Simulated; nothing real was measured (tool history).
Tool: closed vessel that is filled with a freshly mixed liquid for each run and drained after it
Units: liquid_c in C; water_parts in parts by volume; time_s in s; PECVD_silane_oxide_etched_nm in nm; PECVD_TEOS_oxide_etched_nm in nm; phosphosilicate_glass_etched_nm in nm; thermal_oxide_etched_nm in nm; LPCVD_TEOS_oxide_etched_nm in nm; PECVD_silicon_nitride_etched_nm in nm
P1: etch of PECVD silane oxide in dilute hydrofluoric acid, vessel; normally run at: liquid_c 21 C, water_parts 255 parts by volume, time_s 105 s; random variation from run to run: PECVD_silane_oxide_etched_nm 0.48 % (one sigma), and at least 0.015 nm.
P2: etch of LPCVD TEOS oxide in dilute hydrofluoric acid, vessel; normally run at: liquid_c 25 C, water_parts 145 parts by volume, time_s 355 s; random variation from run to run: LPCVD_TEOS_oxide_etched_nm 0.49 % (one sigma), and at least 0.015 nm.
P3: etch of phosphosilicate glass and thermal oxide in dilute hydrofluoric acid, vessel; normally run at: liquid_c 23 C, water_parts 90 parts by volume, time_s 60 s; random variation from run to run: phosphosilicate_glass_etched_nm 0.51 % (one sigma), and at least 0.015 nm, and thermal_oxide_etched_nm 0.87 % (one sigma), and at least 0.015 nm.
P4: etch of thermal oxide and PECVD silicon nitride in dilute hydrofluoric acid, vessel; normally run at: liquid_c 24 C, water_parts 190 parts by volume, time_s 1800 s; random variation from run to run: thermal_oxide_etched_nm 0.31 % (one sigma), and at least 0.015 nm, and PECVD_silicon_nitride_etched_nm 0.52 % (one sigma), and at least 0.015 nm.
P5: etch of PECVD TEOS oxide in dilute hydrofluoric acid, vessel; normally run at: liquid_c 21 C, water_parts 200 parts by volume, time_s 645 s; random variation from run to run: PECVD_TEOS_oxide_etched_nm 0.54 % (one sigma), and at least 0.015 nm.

run   hour  process  liquid_c  water_parts  time_s  PECVD_silane_oxide_etched_nm  PECVD_TEOS_oxide_etched_nm  phosphosilicate_glass_etched_nm  thermal_oxide_etched_nm  LPCVD_TEOS_oxide_etched_nm  PECVD_silicon_nitride_etched_nm
  1    6.7       P1        21          255     105                         15.57
  2   10.4       P1        21          255     105                        15.484
  3   17.1       P1        21          255     160                        23.712
  4     22       P1        21          255     105                        15.512
  5   25.5       P1        21          255     105                        15.435
  6   30.1       P5        21          335     645                                                    17.541
  7   33.7       P5        21          200     645                                                    33.386
  8   39.5       P3        30           90      60                                                                                     50.467                   3.9821
  9   44.7       P5        21          200    1025                                                    52.809
 10   50.3       P1        17          255     105                        13.329
 11   53.8       P2        25          240     355                                                                                                                                          25.721
 12     61       P4        24          190    3290                                                                                                              72.612                                                       35.348
 13   66.8       P2        25          145     355                                                                                                                                          47.317
 14   70.1       P3        23           90      60                                                                                     38.891                   2.9841
 15   76.4       P2        25          145     140                                                                                                                                          18.678
 16   81.8       P1        21          255      30                         4.464
 17   85.2       P5      28.5          200     645                                                    44.135
 18   90.7       P3        23           20      60                                                                                     191.81                   14.873
 19   94.3       P4        17          190    1800                                                                                                              30.033                                                       12.243
 20  100.3       P1        21          130     105                        34.629
 21  105.4       P4        24          345    1800                                                                                                              18.609                                                        10.83
 22  112.8       P3        23           90      30                                                                                     19.344                   1.4867
 23    118       P1        21          445     105                        7.5898
 24  123.8       P1      25.5          255     160                        27.762
 25  128.6       P1      28.5          255     105                        20.204
 26  132.5       P1        21          255     105                         15.52
 27  136.9       P4        24          190    1800                                                                                                              39.521                                                        19.33
 28  140.6       P2        25          145     355                                                                                                                                          47.278
 29  145.5       P5        21          200     645                                                    33.292
 30  150.4       P1        17          255     185                        23.494

Forecast run 31:
 31  157.8       P2        19          145     355                                                                                                                                               ?

LPCVD_TEOS_oxide_etched_nm: 36.983 nm
